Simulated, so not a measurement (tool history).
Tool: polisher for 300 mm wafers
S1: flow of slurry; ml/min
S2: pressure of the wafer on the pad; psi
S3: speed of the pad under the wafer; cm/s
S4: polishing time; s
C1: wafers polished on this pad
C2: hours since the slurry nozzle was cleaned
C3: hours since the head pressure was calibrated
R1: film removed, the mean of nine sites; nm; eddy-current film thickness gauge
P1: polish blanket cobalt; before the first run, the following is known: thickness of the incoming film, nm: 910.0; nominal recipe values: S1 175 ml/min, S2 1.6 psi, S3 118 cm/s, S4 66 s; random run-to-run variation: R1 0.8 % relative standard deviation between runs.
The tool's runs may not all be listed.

run,day,S1,S2,S3,S4,C1,C2,C3,R1
1,0.212,175,1.6,118,66,231,313.3,112.6,319.97
2,0.392,175,1.6,118,42,297,317.6,116.9,200.64
3,0.579,175,1.6,118,66,367,322.1,121.4,317.23
4,0.771,175,1.6,118,66,438,326.7,126,315.73
5,0.908,105,1.6,118,83,489,330,129.3,360.51
6,1.129,175,0.7,118,66,571,335.3,134.6,138.51
7,1.279,110,1.6,118,66,627,338.9,138.2,284.38
8,1.5,175,1.6,70,66,708,344.2,143.5,189.16
9,1.754,175,2.1,118,66,803,350.3,149.6,418.04
10,1.971,175,1.6,118,66,883,355.5,154.8,319.08
11,2.129,270,1.6,118,66,942,359.3,158.6,333.87
12,2.283,175,1.6,118,66,999,363,162.3,314.08
13,2.529,175,1.6,118,97,1090,368.9,168.2,467.87
# day 2.646: worn pad replaced by a new one
14,2.767,175,1.6,182,66,46,374.6,173.9,483.77
15,2.946,175,1.6,118,66,112,378.9,178.2,314.94
16,3.1,175,1.6,118,66,169,382.6,181.9,305.88
17,3.362,175,1.6,118,66,267,388.9,188.2,291.09
18,3.571,175,1.6,118,66,344,393.9,193.2,292.63
19,3.8,175,1.6,118,66,429,399.4,198.7,292.22
# day 3.817: worn pad replaced by a new one
20,3.971,175,1.6,118,66,57,403.5,202.8,292.86
21,4.129,175,1.6,118,66,116,407.3,206.6,289.35

The log shows P1 creeping away from where it was. Any of the 2 causes listed here, at the size stated for it, fits the log just as well as the others:
A: slurry flow missing at the pad, % = 37.8
B: head's pressure below its setpoint, % = 8.53
Onset of the creep was near day 2.946.
Ruled out, with reasons:
removal rate lost through wear of the pad, %: serviced at day 3.817, after the change had begun; the process did not return to its earlier output

You are offered 4 check runs, listed below with question marks in place of their results; each one averages 3 wafers. Which run separates the listed causes by giving clearly different results for each?
check 1,4.288,120,1.6,118,86,,,,?
check 2,4.288,175,2.1,166,66,,,,?
check 3,4.288,175,1,118,95,,,,?
check 4,4.288,175,1.6,72,66,,,,?

Check results expected under each cause:
check,result,if A,if B
check 1,R1,341.12,353.56
check 2,R1,536.01,536.02
check 3,R1,261.16,261.16
check 4,R1,177.13,177.13
Smallest distance between any two causes, each pair judged by its most separating result, in per cent: check 1 3.58 %; check 2 0 %; check 3 0 %; check 4 0 %
Check 1 tells the causes apart: in the others they would give nearly the same result.

Then check 1 was run and gave: R1 354.45 nm. Which cause is it?

It was cause B: head's pressure below its setpoint, %.

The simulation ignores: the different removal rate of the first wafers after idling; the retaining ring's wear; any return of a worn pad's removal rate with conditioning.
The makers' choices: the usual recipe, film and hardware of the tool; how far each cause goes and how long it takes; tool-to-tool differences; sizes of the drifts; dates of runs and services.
